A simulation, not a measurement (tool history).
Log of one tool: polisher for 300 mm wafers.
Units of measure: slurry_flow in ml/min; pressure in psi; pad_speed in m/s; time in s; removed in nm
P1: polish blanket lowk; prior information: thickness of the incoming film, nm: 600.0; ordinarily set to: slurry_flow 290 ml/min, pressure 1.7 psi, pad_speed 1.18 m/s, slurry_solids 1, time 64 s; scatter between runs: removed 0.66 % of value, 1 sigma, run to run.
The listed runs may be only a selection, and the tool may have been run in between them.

Run 1, hour 6.7: slurry_flow 290 ml/min, pressure 1.7 psi, pad_speed 1.18 m/s, slurry_solids 1, time 64 s. Result: removed 32.524 nm.
Run 2, hour 12.8: slurry_flow 290 ml/min, pressure 1.7 psi, pad_speed 1.18 m/s, slurry_solids 0.5, time 64 s. Result: removed 22.389 nm.
Run 3, hour 22.2: slurry_flow 290 ml/min, pressure 1.7 psi, pad_speed 1.18 m/s, slurry_solids 1, time 64 s. Result: removed 32.343 nm.
Run 4, hour 30.3: slurry_flow 290 ml/min, pressure 0.8 psi, pad_speed 1.18 m/s, slurry_solids 1, time 38 s. Result: removed 9.1117 nm.
Run 5, hour 34.9: slurry_flow 435 ml/min, pressure 1.7 psi, pad_speed 1.18 m/s, slurry_solids 1, time 64 s. Result: removed 33.076 nm.
Run 6, hour 39.9: slurry_flow 290 ml/min, pressure 1.7 psi, pad_speed 1.18 m/s, slurry_solids 1, time 64 s. Result: removed 32.674 nm.
Run 7, hour 45.3: slurry_flow 290 ml/min, pressure 1.7 psi, pad_speed 1.18 m/s, slurry_solids 1, time 84 s. Result: removed 42.167 nm.
Run 8, hour 49.9: slurry_flow 290 ml/min, pressure 1.7 psi, pad_speed 1.18 m/s, slurry_solids 1, time 64 s. Result: removed 32.466 nm.
Run 9, hour 56: slurry_flow 290 ml/min, pressure 1.7 psi, pad_speed 0.82 m/s, slurry_solids 1, time 64 s. Result: removed 24.207 nm.
Run 10, hour 64.9: slurry_flow 290 ml/min, pressure 1.7 psi, pad_speed 1.18 m/s, slurry_solids 1, time 64 s. Result: removed 32.643 nm.
Run 11, hour 73.3: slurry_flow 290 ml/min, pressure 1.7 psi, pad_speed 1.18 m/s, slurry_solids 1, time 29 s. Result: removed 14.552 nm.
At hour 74.4: slurry blender recalibrated.
Run 12, hour 81.2: slurry_flow 185 ml/min, pressure 1.7 psi, pad_speed 1.18 m/s, slurry_solids 1, time 64 s. Result: removed 30.651 nm.
Run 13, hour 90.8: slurry_flow 290 ml/min, pressure 1.7 psi, pad_speed 1.82 m/s, slurry_solids 1, time 64 s. Result: removed 45.876 nm.
Run 14, hour 97.5: slurry_flow 290 ml/min, pressure 0.8 psi, pad_speed 1.18 m/s, slurry_solids 1, time 64 s. Result: removed 15.245 nm.
Run 15, hour 105.5: slurry_flow 290 ml/min, pressure 2.6 psi, pad_speed 1.18 m/s, slurry_solids 1, time 64 s. Result: removed 49.421 nm.
Run 16, hour 113: slurry_flow 205 ml/min, pressure 1.7 psi, pad_speed 1.66 m/s, slurry_solids 1, time 64 s. Result: removed 41.334 nm.
Run 17, hour 122.5: slurry_flow 290 ml/min, pressure 1.7 psi, pad_speed 1.18 m/s, slurry_solids 1.45, time 64 s. Result: removed 37.324 nm.
Run 18, hour 129.9: slurry_flow 290 ml/min, pressure 1.7 psi, pad_speed 1.18 m/s, slurry_solids 1, time 64 s. Result: removed 32.114 nm.
Run 19, hour 139.4: slurry_flow 290 ml/min, pressure 1.7 psi, pad_speed 1.18 m/s, slurry_solids 1, time 64 s. Result: removed 30.127 nm.
Run 20, hour 148.3: slurry_flow 290 ml/min, pressure 1.7 psi, pad_speed 1.18 m/s, slurry_solids 1, time 64 s. Result: removed 29.176 nm.

Expected results for the next run?
Run 21, hour 152.5: slurry_flow 290 ml/min, pressure 1.7 psi, pad_speed 1.18 m/s, slurry_solids 1, time 64 s. Result: removed ?.

{"run 21": {"removed": 28.809}}
